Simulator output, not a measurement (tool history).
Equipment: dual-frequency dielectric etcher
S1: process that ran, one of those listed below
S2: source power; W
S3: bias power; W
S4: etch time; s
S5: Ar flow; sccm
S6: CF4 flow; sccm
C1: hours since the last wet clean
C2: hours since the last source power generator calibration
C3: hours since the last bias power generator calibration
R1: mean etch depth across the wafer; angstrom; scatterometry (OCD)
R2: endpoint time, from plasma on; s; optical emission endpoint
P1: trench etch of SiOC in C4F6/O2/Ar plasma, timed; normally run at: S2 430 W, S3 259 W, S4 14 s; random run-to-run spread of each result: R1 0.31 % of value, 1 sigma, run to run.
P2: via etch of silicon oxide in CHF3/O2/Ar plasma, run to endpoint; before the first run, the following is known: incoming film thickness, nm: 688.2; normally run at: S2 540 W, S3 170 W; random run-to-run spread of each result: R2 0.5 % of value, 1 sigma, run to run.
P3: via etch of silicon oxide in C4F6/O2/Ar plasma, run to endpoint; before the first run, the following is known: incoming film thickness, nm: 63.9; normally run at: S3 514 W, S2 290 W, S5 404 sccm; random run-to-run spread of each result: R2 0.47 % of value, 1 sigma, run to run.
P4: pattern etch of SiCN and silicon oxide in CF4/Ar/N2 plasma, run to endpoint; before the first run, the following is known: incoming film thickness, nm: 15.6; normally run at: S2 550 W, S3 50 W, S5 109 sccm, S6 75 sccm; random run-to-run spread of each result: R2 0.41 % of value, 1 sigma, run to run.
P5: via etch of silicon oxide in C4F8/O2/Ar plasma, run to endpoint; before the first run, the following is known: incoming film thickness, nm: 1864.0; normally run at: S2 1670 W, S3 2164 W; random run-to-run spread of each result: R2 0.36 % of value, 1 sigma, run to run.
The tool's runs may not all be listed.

run 1 hour=6.1 | S1=P1 S2=430 S3=259 S4=14 | C1=118.3 C2=1604.9 C3=2584.8 | R1=338.79
run 2 hour=12.1 | S1=P2 S2=540 S3=228 | C1=124.3 C2=1610.9 C3=2590.8 | R2=319.7
run 3 hour=19.3 | S1=P4 S2=550 S3=50 S5=135 S6=75 | C1=131.5 C2=1618.1 C3=2598 | R2=18.06
run 4 hour=24.1 | S1=P5 S2=2180 S3=2164 | C1=136.3 C2=1622.9 C3=2602.8 | R2=344.72
run 5 hour=30.7 | S1=P3 S2=290 S3=514 S5=404 | C1=142.9 C2=1629.5 C3=2609.4 | R2=15.914
run 6 hour=36.1 | S1=P1 S2=430 S3=326 S4=14 | C1=148.3 C2=1634.9 C3=2614.8 | R1=365.83
run 7 hour=41.6 | S1=P1 S2=530 S3=259 S4=14 | C1=153.8 C2=1640.4 C3=2620.3 | R1=364.11
run 8 hour=46 | S1=P3 S2=180 S3=514 S5=404 | C1=158.2 C2=1644.8 C3=2624.7 | R2=19.021
run 9 hour=50.2 | S1=P2 S2=330 S3=170 | C1=162.4 C2=1649 C3=2628.9 | R2=427.14
run 10 hour=56.3 | S1=P1 S2=270 S3=259 S4=14 | C1=168.5 C2=1655.1 C3=2635 | R1=281.93
run 11 hour=61.1 | S1=P2 S2=540 S3=170 | C1=173.3 C2=1659.9 C3=2639.8 | R2=353.43
run 12 hour=66.9 | S1=P4 S2=550 S3=50 S5=109 S6=75 | C1=179.1 C2=1665.7 C3=2645.6 | R2=17.295
run 13 hour=73.3 | S1=P1 S2=430 S3=321 S4=8 | C1=185.5 C2=1672.1 C3=2652 | R1=208.9
run 14 hour=77.8 | S1=P3 S2=290 S3=514 S5=250 | C1=190 C2=1676.6 C3=2656.5 | R2=15.037
run 15 hour=81.6 | S1=P5 S2=1670 S3=2164 | C1=193.8 C2=1680.4 C3=2660.3 | R2=383.15
run 16 hour=87.7 | S1=P3 S2=290 S3=725 S5=404 | C1=199.9 C2=1686.5 C3=2666.4 | R2=13.933
run 17 hour=92.6 | S1=P1 S2=430 S3=259 S4=20.5 | C1=204.8 C2=1691.4 C3=2671.3 | R1=494.84
run 18 hour=99.2 | S1=P1 S2=430 S3=259 S4=14 | C1=211.4 C2=1698 C3=2677.9 | R1=336.52
run 19 hour=104 | S1=P4 S2=550 S3=63 S5=109 S6=75 | C1=216.2 C2=1702.8 C3=2682.7 | R2=16.044
run 20 hour=110.5 | S1=P1 S2=430 S3=259 S4=14 | C1=222.7 C2=1709.3 C3=2689.2 | R1=336.82
run 21 hour=115.7 | S1=P4 S2=550 S3=50 S5=109 S6=50 | C1=227.9 C2=1714.5 C3=2694.4 | R2=18.556
run 22 hour=120.7 | S1=P1 S2=430 S3=259 S4=14 | C1=232.9 C2=1719.5 C3=2699.4 | R1=338.24
run 23 hour=124.2 | S1=P1 S2=430 S3=153 S4=14 | C1=236.4 C2=1723 C3=2702.9 | R1=285.13
run 24 hour=129.8 | S1=P2 S2=540 S3=170 | C1=242 C2=1728.6 C3=2708.5 | R2=353.3
run 25 hour=134.4 | S1=P1 S2=430 S3=259 S4=14 | C1=246.6 C2=1733.2 C3=2713.1 | R1=337.55
run 26 hour=141 | S1=P1 S2=430 S3=259 S4=9.5 | C1=253.2 C2=1739.8 C3=2719.7 | R1=228.2
run 27 hour=147.1 | S1=P1 S2=430 S3=259 S4=14 | C1=259.3 C2=1745.9 C3=2725.8 | R1=335.06
run 28 hour=150.6 | S1=P1 S2=260 S3=342 S4=14 | C1=262.8 C2=1749.4 C3=2729.3 | R1=308.07
run 29 hour=155 | S1=P1 S2=530 S3=188 S4=14 | C1=267.2 C2=1753.8 C3=2733.7 | R1=327.22
run 30 hour=161 | S1=P5 S2=1670 S3=1738 | C1=273.2 C2=1759.8 C3=2739.7 | R2=409.25
run 31 hour=166.4 | S1=P4 S2=730 S3=50 S5=109 S6=75 | C1=278.6 C2=1765.2 C3=2745.1 | R2=13.381
run 32 hour=171.6 | S1=P4 S2=550 S3=50 S5=109 S6=75 | C1=283.8 C2=1770.4 C3=2750.3 | R2=17.153
run 33 hour=175.5 | S1=P1 S2=430 S3=259 S4=14 | C1=287.7 C2=1774.3 C3=2754.2 | R1=336.71
run 34 hour=182.5 | S1=P1 S2=430 S3=259 S4=14 | C1=294.7 C2=1781.3 C3=2761.2 | R1=338.54
run 35 hour=185.8 | S1=P1 S2=430 S3=259 S4=14 | C1=298 C2=1784.6 C3=2764.5 | R1=338.77
run 36 hour=189.6 | S1=P1 S2=430 S3=259 S4=14 | C1=301.8 C2=1788.4 C3=2768.3 | R1=341.19
run 37 hour=196.1 | S1=P1 S2=430 S3=259 S4=14 | C1=308.3 C2=1794.9 C3=2774.8 | R1=339.44
run 38 hour=200 | S1=P1 S2=430 S3=259 S4=14 | C1=312.2 C2=1798.8 C3=2778.7 | R1=342.87
run 39 hour=206.8 | S1=P1 S2=430 S3=259 S4=14 | C1=319 C2=1805.6 C3=2785.5 | R1=341.57
run 40 hour=212.1 | S1=P1 S2=430 S3=259 S4=14 | C1=324.3 C2=1810.9 C3=2790.8 | R1=341.3
-- hour=216.9 wet clean of the chamber
run 41 hour=219.3 | S1=P1 S2=430 S3=259 S4=14 | C1=2.5 C2=1818.1 C3=2798 | R1=341.71
run 42 hour=222.5 | S1=P1 S2=430 S3=259 S4=14 | C1=5.7 C2=1821.3 C3=2801.2 | R1=343.45
run 43 hour=228.8 | S1=P1 S2=430 S3=259 S4=14 | C1=12 C2=1827.6 C3=2807.5 | R1=340.69
run 44 hour=232 | S1=P1 S2=430 S3=259 S4=14 | C1=15.2 C2=1830.8 C3=2810.7 | R1=342.67

The output of P1 has drifted from where it used to be. Each of the 2 causes below, taken at the size shown beside it, accounts for the log equally well:
A: bias power that arrives over what is set, % = 4.71
B: source power that arrives over what is set, % = 4.19
The gradual shift began around hour 175.5.
Why every other cause is out:
chamber walls in a state that raises the etch rate, %: its service at hour 216.9 followed the start of the drift and did not put the process back to its old value

You are offered 4 check runs, listed below with question marks in place of their results; each one averages 2 wafers. Which run separates the listed causes by giving clearly different results for each?
run check 1 hour=235.2 | S1=P2 S2=390 S3=170 | R2=?
run check 2 hour=235.2 | S1=P4 S2=720 S3=50 S5=109 S6=61 | R2=?
run check 3 hour=235.2 | S1=P5 S2=2130 S3=1758 | R2=?
run check 4 hour=235.2 | S1=P3 S2=190 S3=716 S5=404 | R2=?

If the cause were each of the candidates in turn, the checks would give the following:
check=check_1 result=R2 if_A=394.68 if_B=394.76
check=check_2 result=R2 if_A=13.893 if_B=13.586
check=check_3 result=R2 if_A=364.23 if_B=362.86
check=check_4 result=R2 if_A=16.037 if_B=16.099
Separation of the two closest causes in each check, using whichever result separates them best: check 1 0.02 %; check 2 2.23 %; check 3 0.38 %; check 4 0.39 %
Only check 2 tells the causes apart: in the others they would give nearly the same result.

The results of check 2 are: R2 13.575 s. Based on these, which of the listed causes is it?

The correct cause is B, namely: source power that arrives over what is set, %.
